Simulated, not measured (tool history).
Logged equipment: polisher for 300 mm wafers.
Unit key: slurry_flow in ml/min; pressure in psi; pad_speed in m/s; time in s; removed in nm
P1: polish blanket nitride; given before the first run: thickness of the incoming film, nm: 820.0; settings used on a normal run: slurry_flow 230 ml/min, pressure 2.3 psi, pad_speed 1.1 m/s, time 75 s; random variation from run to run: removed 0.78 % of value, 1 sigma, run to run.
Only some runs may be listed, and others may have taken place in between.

| run | day | slurry_flow | pressure | pad_speed | time | wafers polished on this pad | hours since the slurry nozzle was cleaned | hours since the head pressure was calibrated | removed |
|---|---|---|---|---|---|---|---|---|---|
| 1 | 0.192 | 230 | 2.3 | 1.1 | 75 | 391 | 132.9 | 117.4 | 96.09 |
| 2 | 0.458 | 230 | 2.3 | 1.62 | 101 | 463 | 139.3 | 123.8 | 178.08 |
| 3 | 0.646 | 230 | 2.3 | 1.1 | 75 | 514 | 143.8 | 128.3 | 96.021 |
| 4 | 1.029 | 230 | 2.8 | 1.1 | 36 | 618 | 153 | 137.5 | 56.835 |
| 5 | 1.283 | 230 | 2.3 | 1.1 | 55 | 687 | 159.1 | 143.6 | 71.403 |
| 6 | 1.625 | 230 | 2.3 | 1.1 | 75 | 780 | 167.3 | 151.8 | 95.985 |
| 7 | 1.825 | 230 | 2.3 | 1.1 | 75 | 834 | 172.1 | 156.6 | 97.453 |
| 8 | 2.079 | 320 | 1.5 | 1.1 | 75 | 903 | 178.2 | 162.7 | 65.038 |
| 9 | 2.312 | 230 | 2.3 | 1.1 | 75 | 966 | 183.8 | 168.3 | 95.424 |
|  | 2.4 | head pressure recalibrated |
| 10 | 2.529 | 140 | 2.3 | 1.1 | 75 | 1025 | 189 | 3.2 | 88.47 |
| 11 | 2.912 | 325 | 2.3 | 1.1 | 75 | 1129 | 198.2 | 12.4 | 102.01 |
|  | 3.167 | worn pad replaced by a new one |
| 12 | 3.217 | 230 | 2.3 | 1.1 | 75 | 14 | 205.5 | 19.7 | 96.425 |
| 13 | 3.612 | 230 | 2.3 | 1.1 | 114 | 121 | 215 | 29.2 | 145.42 |
| 14 | 3.833 | 230 | 1 | 1.1 | 75 | 181 | 220.3 | 34.5 | 42.049 |
| 15 | 4.221 | 230 | 2.3 | 0.5 | 75 | 286 | 229.6 | 43.8 | 52.554 |
| 16 | 4.467 | 230 | 3.5 | 1.1 | 75 | 353 | 235.5 | 49.7 | 146.62 |
| 17 | 4.838 | 230 | 2.3 | 1.7 | 75 | 454 | 244.4 | 58.6 | 137.96 |
| 18 | 5.179 | 230 | 2.3 | 1.1 | 75 | 546 | 252.6 | 66.8 | 95.885 |
| 19 | 5.358 | 230 | 2.3 | 1.1 | 75 | 595 | 256.9 | 71.1 | 95.354 |
| 20 | 5.758 | 230 | 2.3 | 1.1 | 75 | 703 | 266.5 | 80.7 | 93.406 |
| 21 | 6.121 | 230 | 2.3 | 1.1 | 75 | 802 | 275.2 | 89.4 | 93.887 |
| 22 | 6.388 | 230 | 2.3 | 1.1 | 75 | 874 | 281.6 | 95.8 | 93.629 |
|  | 6.525 | worn pad replaced by a new one |
| 23 | 6.783 | 230 | 2.3 | 1.1 | 75 | 70 | 291.1 | 105.3 | 93.782 |
| 24 | 7.183 | 230 | 2.3 | 1.1 | 75 | 178 | 300.7 | 114.9 | 92.257 |
| 25 | 7.55 | 230 | 2.3 | 1.1 | 75 | 278 | 309.5 | 123.7 | 92.248 |
| 26 | 7.85 | 230 | 2.3 | 1.1 | 75 | 359 | 316.7 | 130.9 | 93.637 |

P1 no longer gives what it gave before; its output has crept away from where it was. The following 2 causes, each at its listed size, fit the log equally well:
A: head's pressure below its setpoint, % = 4.26
B: slurry flow missing at the pad, % = 27.6
The process output started creeping at around day 5.179.
All other causes, with the reason each is excluded:
removal rate lost through wear of the pad, %: was serviced at day 6.525, once the creep was under way, yet the earlier output never came back

4 check runs are offered, each on 5 wafers whose results are averaged, their results left as question marks. Which one tells the causes apart?
| check 1 | 8.15 | 230 | 2.3 | 1.34 | 75 |  |  |  | ? |
| check 2 | 8.15 | 140 | 3.1 | 1.1 | 75 |  |  |  | ? |
| check 3 | 8.15 | 230 | 3.2 | 0.5 | 75 |  |  |  | ? |
| check 4 | 8.15 | 230 | 1.1 | 1.68 | 75 |  |  |  | ? |

If the cause were each of the candidates in turn, the checks would give the following:
| check | result | if A | if B |
|---|---|---|---|
| check 1 | removed | 108.41 | 108.42 |
| check 2 | removed | 116.02 | 113.13 |
| check 3 | removed | 68.546 | 68.552 |
| check 4 | removed | 62.129 | 62.135 |
Distance between the nearest two causes, measured in the result of the check that separates them most: check 1 0.01 %; check 2 2.52 %; check 3 0.01 %; check 4 0.01 %
The causes can be told apart only by check 2. The other checks would give nearly the same results under each of them.

With check 2 done, the readings were: removed 113.71 nm. Identify which of the listed causes applies.

B is the cause: slurry flow missing at the pad, %.

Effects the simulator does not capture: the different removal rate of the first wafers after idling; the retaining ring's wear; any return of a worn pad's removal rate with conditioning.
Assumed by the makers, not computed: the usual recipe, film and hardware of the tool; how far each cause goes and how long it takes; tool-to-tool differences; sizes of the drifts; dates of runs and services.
